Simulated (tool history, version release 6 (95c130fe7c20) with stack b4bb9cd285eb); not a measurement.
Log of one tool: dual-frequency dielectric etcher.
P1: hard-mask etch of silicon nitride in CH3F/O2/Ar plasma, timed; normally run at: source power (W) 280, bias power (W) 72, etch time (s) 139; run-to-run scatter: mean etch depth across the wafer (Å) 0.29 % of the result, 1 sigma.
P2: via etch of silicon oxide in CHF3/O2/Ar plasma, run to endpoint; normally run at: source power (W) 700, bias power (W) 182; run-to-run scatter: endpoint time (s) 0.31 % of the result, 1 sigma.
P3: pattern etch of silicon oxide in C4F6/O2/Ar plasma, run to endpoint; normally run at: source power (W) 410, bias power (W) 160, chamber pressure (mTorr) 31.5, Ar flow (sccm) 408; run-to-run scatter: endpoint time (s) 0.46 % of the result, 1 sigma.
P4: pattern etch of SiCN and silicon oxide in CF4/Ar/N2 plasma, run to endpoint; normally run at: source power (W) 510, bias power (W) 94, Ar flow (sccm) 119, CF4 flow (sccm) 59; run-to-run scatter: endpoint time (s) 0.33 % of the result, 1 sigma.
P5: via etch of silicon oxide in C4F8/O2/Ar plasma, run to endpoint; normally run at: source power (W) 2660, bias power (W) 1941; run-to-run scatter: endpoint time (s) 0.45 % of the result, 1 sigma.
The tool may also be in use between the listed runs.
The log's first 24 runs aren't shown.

run   hour  process that ran  source power (W)  bias power (W)  etch time (s)  chamber pressure (mTorr)  Ar flow (sccm)  CF4 flow (sccm)  hours since the last wet clean  hours since the last source power generator calibration  hours since the last bias power generator calibration  mean etch depth across the wafer (Å)  endpoint time (s)
 25  328.3                P2               700             182                                                                                                     389.3                                                   4045.7                                                   1585                                                      287
 26  336.9                P5              2660            1941                                                                                                     397.9                                                   4054.3                                                 1593.6                                                   172.47
 27  352.5                P1               200              86            139                                                                                      413.5                                                   4069.9                                                 1609.2                                783.33
 28    369                P1               280              55            139                                                                                        430                                                   4086.4                                                 1625.7                                762.13
 29    378                P1               280              72            139                                                                                        439                                                   4095.4                                                 1634.7                                829.95
 30    388                P5              2660            1941                                                                                                       449                                                   4105.4                                                 1644.7                                                   173.08
 31  399.6                P1               170              72            139                                                                                      460.6                                                     4117                                                 1656.3                                688.34
 32  407.8                P1               280              72           91.5                                                                                      468.8                                                   4125.2                                                 1664.5                                547.34
 33  422.5                P3               410             160                                     38.5             408                                            483.5                                                   4139.9                                                 1679.2                                                   14.125
 34  434.3                P1               280              72            139                                                                                      495.3                                                   4151.7                                                   1691                                829.86

Forecast run 35:
 35  447.8                P1               280              72            139                                                                                      508.8                                                   4165.2                                                 1704.5                                     ?

{"run 35": {"mean etch depth across the wafer (Å)": 824.35}}
